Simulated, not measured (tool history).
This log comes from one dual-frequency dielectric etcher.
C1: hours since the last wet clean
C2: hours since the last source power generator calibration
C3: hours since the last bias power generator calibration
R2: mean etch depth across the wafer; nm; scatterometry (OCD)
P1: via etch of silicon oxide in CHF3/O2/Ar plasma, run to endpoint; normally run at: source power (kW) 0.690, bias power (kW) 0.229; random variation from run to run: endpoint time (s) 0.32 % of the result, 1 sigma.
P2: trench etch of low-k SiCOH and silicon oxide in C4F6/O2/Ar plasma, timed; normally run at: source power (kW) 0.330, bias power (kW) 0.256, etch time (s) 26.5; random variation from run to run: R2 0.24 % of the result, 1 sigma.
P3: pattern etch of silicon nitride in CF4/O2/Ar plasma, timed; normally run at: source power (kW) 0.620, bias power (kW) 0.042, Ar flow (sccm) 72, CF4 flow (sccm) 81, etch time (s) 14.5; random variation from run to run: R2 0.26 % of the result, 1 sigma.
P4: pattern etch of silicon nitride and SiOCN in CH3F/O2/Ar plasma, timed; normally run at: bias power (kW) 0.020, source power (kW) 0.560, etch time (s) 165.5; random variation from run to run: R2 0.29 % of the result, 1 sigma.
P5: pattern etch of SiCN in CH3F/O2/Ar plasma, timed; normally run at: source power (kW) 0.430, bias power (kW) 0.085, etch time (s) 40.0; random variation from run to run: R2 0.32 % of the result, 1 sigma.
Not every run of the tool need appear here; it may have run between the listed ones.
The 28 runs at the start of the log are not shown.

{"run": 29, "hour": 334.5, "process that ran": "P3", "source power (kW)": 0.81, "bias power (kW)": 0.042, "etch time (s)": 14.5, "Ar flow (sccm)": 72, "CF4 flow (sccm)": 81, "C1": 423.3, "C2": 2352.4, "C3": 994.4, "R2": 39.938}
{"run": 30, "hour": 345.9, "process that ran": "P1", "source power (kW)": 0.69, "bias power (kW)": 0.229, "C1": 434.7, "C2": 2363.8, "C3": 1005.8, "endpoint time (s)": 182.91}
{"run": 31, "hour": 361.1, "process that ran": "P1", "source power (kW)": 0.69, "bias power (kW)": 0.229, "C1": 449.9, "C2": 2379.0, "C3": 1021.0, "endpoint time (s)": 183.2}
{"run": 32, "hour": 374.3, "process that ran": "P1", "source power (kW)": 0.69, "bias power (kW)": 0.229, "C1": 463.1, "C2": 2392.2, "C3": 1034.2, "endpoint time (s)": 184.14}
{"run": 33, "hour": 388.0, "process that ran": "P1", "source power (kW)": 0.69, "bias power (kW)": 0.229, "C1": 476.8, "C2": 2405.9, "C3": 1047.9, "endpoint time (s)": 183.63}
{"run": 34, "hour": 402.7, "process that ran": "P1", "source power (kW)": 0.69, "bias power (kW)": 0.229, "C1": 491.5, "C2": 2420.6, "C3": 1062.6, "endpoint time (s)": 184.55}
{"hour": 407.3, "done": "wet clean of the chamber"}
{"run": 35, "hour": 413.6, "process that ran": "P1", "source power (kW)": 0.69, "bias power (kW)": 0.229, "C1": 6.4, "C2": 2431.5, "C3": 1073.5, "endpoint time (s)": 185.02}
{"run": 36, "hour": 427.5, "process that ran": "P1", "source power (kW)": 0.69, "bias power (kW)": 0.229, "C1": 20.3, "C2": 2445.4, "C3": 1087.4, "endpoint time (s)": 186.21}

Run 37 comes next. What will it give?
{"run": 37, "hour": 435.4, "process that ran": "P1", "source power (kW)": 0.69, "bias power (kW)": 0.229, "C1": 28.2, "C2": 2453.3, "C3": 1095.3, "endpoint time (s)": "?"}

Run 37 came out at endpoint time (s) 185.52.

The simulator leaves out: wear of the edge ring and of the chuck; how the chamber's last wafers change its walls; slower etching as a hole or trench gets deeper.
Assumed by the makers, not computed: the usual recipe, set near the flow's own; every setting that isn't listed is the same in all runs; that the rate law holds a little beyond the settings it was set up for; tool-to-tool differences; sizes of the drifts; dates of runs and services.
